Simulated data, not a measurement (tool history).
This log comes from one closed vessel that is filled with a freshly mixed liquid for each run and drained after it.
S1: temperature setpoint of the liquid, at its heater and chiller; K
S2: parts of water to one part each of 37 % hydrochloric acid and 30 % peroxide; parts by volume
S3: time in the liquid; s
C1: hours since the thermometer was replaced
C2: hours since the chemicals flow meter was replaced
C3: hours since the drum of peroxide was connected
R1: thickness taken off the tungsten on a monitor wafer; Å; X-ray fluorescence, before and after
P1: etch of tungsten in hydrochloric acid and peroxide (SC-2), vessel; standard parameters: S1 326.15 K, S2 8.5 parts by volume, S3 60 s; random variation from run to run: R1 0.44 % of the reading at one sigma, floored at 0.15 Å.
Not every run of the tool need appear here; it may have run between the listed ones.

| run | hour | S1 | S2 | S3 | C1 | C2 | C3 | R1 |
|---|---|---|---|---|---|---|---|---|
| 1 | 11.3 | 326.15 | 8.5 | 60 | 945.4 | 781.2 | 306.6 | 186.2 |
|  | 16.8 | thermometer replaced |
| 2 | 17.1 | 326.15 | 8.5 | 60 | 0.3 | 787 | 312.4 | 185.12 |
| 3 | 25.1 | 315.65 | 14.5 | 60 | 8.3 | 795 | 320.4 | 58.508 |
|  | 31.2 | chemicals flow meter replaced |
| 4 | 35.3 | 326.15 | 8.5 | 115 | 18.5 | 4.2 | 330.6 | 352.87 |
| 5 | 42.1 | 326.15 | 8.5 | 60 | 25.3 | 11 | 337.4 | 185.4 |
| 6 | 52.3 | 326.15 | 8.5 | 60 | 35.5 | 21.2 | 347.6 | 185.77 |
| 7 | 58.2 | 334.15 | 8.5 | 60 | 41.4 | 27.1 | 353.5 | 309.65 |
| 8 | 69.1 | 309.65 | 8.5 | 60 | 52.3 | 38 | 364.4 | 59.097 |
| 9 | 78.3 | 326.15 | 8.5 | 30 | 61.5 | 47.2 | 373.6 | 92.451 |
| 10 | 85.7 | 326.15 | 14 | 60 | 68.9 | 54.6 | 381 | 121.6 |
| 11 | 92.3 | 326.15 | 4 | 60 | 75.5 | 61.2 | 387.6 | 324.94 |
| 12 | 98.8 | 326.15 | 8.5 | 60 | 82 | 67.7 | 394.1 | 185.44 |
| 13 | 109.9 | 326.15 | 8.5 | 60 | 93.1 | 78.8 | 405.2 | 179.15 |
| 14 | 118.5 | 326.15 | 8.5 | 60 | 101.7 | 87.4 | 413.8 | 173.26 |
| 15 | 124.4 | 326.15 | 8.5 | 60 | 107.6 | 93.3 | 419.7 | 172.34 |
| 16 | 130 | 326.15 | 8.5 | 60 | 113.2 | 98.9 | 425.3 | 171.16 |
|  | 133.2 | new drum of peroxide connected |
| 17 | 138 | 326.15 | 8.5 | 60 | 121.2 | 106.9 | 4.8 | 170.82 |
| 18 | 148.4 | 326.15 | 8.5 | 60 | 131.6 | 117.3 | 15.2 | 170.05 |
| 19 | 156.5 | 326.15 | 8.5 | 60 | 139.7 | 125.4 | 23.3 | 168.99 |
| 20 | 164.2 | 326.15 | 8.5 | 60 | 147.4 | 133.1 | 31 | 168.41 |
| 21 | 172.3 | 326.15 | 8.5 | 60 | 155.5 | 141.2 | 39.1 | 167.18 |
| 22 | 177.6 | 326.15 | 8.5 | 60 | 160.8 | 146.5 | 44.4 | 168.25 |
| 23 | 189.2 | 326.15 | 8.5 | 60 | 172.4 | 158.1 | 56 | 168.66 |

P1 has crept away from where it was. The log is fitted equally well by each of these 2 causes, at the sizes shown:
A: liquid colder than its thermometer reads (K) = 1.5
B: chemicals flow below the setpoint (%) = 11.3
At approximately hour 98.8, the process output began to creep.
The rest of the possible causes, and what rules out each one:
peroxide weaker than its label (%): work on it at hour 133.2, done after the drift set in, did not restore what the process gave before

Below are 4 check runs, each averaged over 2 wafers, with their results shown as question marks. Which of them would give clearly different results depending on which cause is behind the drift?
| check 1 | 200.8 | 315.65 | 4 | 60 |  |  |  | ? |
| check 2 | 200.8 | 312.65 | 12.5 | 60 |  |  |  | ? |
| check 3 | 200.8 | 318.15 | 8.5 | 80 |  |  |  | ? |
| check 4 | 200.8 | 326.15 | 11.5 | 115 |  |  |  | ? |

What every check run would give for each of its results, assuming each possible cause in turn:
| check | result | if A | if B |
|---|---|---|---|
| check 1 | R1 | 143.43 | 146.87 |
| check 2 | R1 | 47.93 | 48.082 |
| check 3 | R1 | 130.17 | 130.89 |
| check 4 | R1 | 250.21 | 249.11 |
How far apart the two closest causes lie, in the result that separates them most: check 1 2.37 %; check 2 0.32 %; check 3 0.55 %; check 4 0.44 %
Check 1 tells the causes apart: in the others they would give nearly the same result.

Check 1 has now been run. It gave: R1 147.03 Å. Which of the candidate causes is it?

B is the cause: chemicals flow below the setpoint (%).
